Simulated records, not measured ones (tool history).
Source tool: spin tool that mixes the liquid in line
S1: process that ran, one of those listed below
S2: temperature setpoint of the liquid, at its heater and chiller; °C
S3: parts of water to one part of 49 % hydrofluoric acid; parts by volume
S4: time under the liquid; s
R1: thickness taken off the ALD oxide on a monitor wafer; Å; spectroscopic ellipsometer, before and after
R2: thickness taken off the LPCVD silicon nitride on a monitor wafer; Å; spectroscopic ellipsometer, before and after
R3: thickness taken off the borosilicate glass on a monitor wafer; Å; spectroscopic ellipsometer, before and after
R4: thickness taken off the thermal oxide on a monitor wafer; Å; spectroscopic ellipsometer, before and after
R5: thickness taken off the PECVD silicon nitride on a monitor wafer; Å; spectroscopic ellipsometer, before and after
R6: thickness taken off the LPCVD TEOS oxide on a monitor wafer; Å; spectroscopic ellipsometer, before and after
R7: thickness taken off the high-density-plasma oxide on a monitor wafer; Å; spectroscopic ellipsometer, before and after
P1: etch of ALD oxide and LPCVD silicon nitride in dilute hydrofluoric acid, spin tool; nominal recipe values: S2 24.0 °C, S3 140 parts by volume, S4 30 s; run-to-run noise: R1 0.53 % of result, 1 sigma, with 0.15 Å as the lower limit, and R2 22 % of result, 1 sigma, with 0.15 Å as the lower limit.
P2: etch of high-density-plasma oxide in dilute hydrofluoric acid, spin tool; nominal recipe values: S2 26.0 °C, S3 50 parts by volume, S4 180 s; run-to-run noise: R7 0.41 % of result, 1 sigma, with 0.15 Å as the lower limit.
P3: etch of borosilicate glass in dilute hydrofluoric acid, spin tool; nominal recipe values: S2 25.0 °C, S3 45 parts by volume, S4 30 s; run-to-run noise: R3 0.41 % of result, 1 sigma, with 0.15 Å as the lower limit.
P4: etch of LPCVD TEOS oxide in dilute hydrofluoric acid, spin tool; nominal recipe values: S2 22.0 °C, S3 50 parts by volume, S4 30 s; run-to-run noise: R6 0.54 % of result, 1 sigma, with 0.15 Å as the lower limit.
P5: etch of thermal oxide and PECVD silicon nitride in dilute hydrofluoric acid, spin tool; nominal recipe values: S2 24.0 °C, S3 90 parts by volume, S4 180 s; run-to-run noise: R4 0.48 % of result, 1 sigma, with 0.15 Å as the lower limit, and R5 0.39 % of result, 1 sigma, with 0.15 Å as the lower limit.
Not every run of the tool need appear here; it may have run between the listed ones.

run    day  S1    S2   S3   S4       R1       R2       R3       R4       R5      R6      R7
  1  0.233  P1  24.0  140   30   56.156  1.14260
  2  0.412  P1  24.0  140   30   56.853  0.61712
  3  0.667  P3  25.0   45   15                     79.291
  4  0.900  P1  17.0  215   30   25.578  0.28648
  5  1.058  P1  24.0  140   45   83.787  1.67880
  6  1.254  P5  24.0   90  320                             173.890  171.860
  7  1.517  P4  22.0   20   30                                               660.61
  8  1.725  P5  24.0   90  180                              97.483   96.219
  9  1.892  P1  20.5  240   30   25.726  0.30091
 10  2.012  P1  24.0  140   15   28.084  0.48756
 11  2.208  P1  24.0  195   30   37.639  0.86146
 12  2.429  P1  24.0  140   30   56.266  0.99379
 13  2.638  P5  17.0   90  180                              73.545   59.428
 14  2.854  P2  31.5   50  180                                                       351.51
 15  3.012  P4  22.0   50   30                                               253.00
 16  3.242  P1  17.5  140   30   43.111  0.17999
 17  3.488  P3  20.0   45   30                    128.540
 18  3.696  P1  24.0  140   30   56.001  0.71329
 19  3.950  P3  25.0   80   30                     84.281
 20  4.121  P1  24.0   30   30  299.090  5.20280
     4.238  -- thermometer replaced
 21  4.362  P1  24.0  140   30   56.348  0.82707
 22  4.558  P3  25.0   45   30                    158.430
 23  4.800  P1  28.5  140   30   66.211  0.78790
 24  4.988  P2  26.0   90  180                                                       148.94
 25  5.142  P4  22.0   50   60                                               512.81
 26  5.329  P4  18.5   50   30                                               216.16
 27  5.571  P5  24.0  155  180                              52.465   55.989
 28  5.762  P2  26.0   50  345                                                       538.05
 29  5.908  P5  24.0   90  180                              97.072   95.857
 30  6.121  P2  26.0   50  180                                                       280.10
 31  6.342  P1  24.0  140   30   56.157  0.89247
 32  6.488  P1  24.0  140   30   54.864  0.49930
 33  6.658  P1  24.0  140   30   53.696  0.73344
 34  6.917  P1  24.0  140   30   52.925  1.03590
 35  7.142  P1  24.0  140   30   53.153  0.64476
 36  7.325  P1  24.0  140   30   53.015  0.27063
 37  7.558  P1  24.0  140   30   52.485  0.99669
 38  7.800  P1  24.0  140   30   52.080  0.88319
 39  8.042  P1  24.0  140   30   52.156  0.69205
 40  8.196  P1  24.0  140   30   52.615  0.64509

What P1 gives has crept away from where it was. These 2 causes fit the log equally well, each at the size given:
A: liquid colder than its thermometer reads (K) = 1.82
B: hydrofluoric acid flow below the setpoint (%) = 5.87
The gradual shift began around day 6.342.

Question marks stand in for the results of the 4 check runs listed below, each run on one wafer. Under which run would the listed causes show clearly different results?
check 1  8.350  P5  19.0  90  285               ?   ?
check 2  8.350  P3  25.0  65   30           ?
check 3  8.350  P4  22.0  50   60                       ?
check 4  8.350  P2  26.0  80  180                           ?

Expected result of each check under each candidate cause:
  check  result     if A     if B
check 1      R4  117.110  118.270
check 1      R5   95.670  102.340
check 2      R3   98.834   99.643
check 3      R6   469.17   474.92
check 4      R7   157.67   158.52
Smallest distance between any two causes, each pair judged by its most separating result, in per cent: check 1 6.74 %; check 2 0.82 %; check 3 1.22 %; check 4 0.54 %
Check 1 tells the causes apart: in the others they would give nearly the same result.

After running check 1, the following was obtained: R4 117.360 Å; R5 95.504 Å. Which cause does this point to?

The cause is A: liquid colder than its thermometer reads (K).
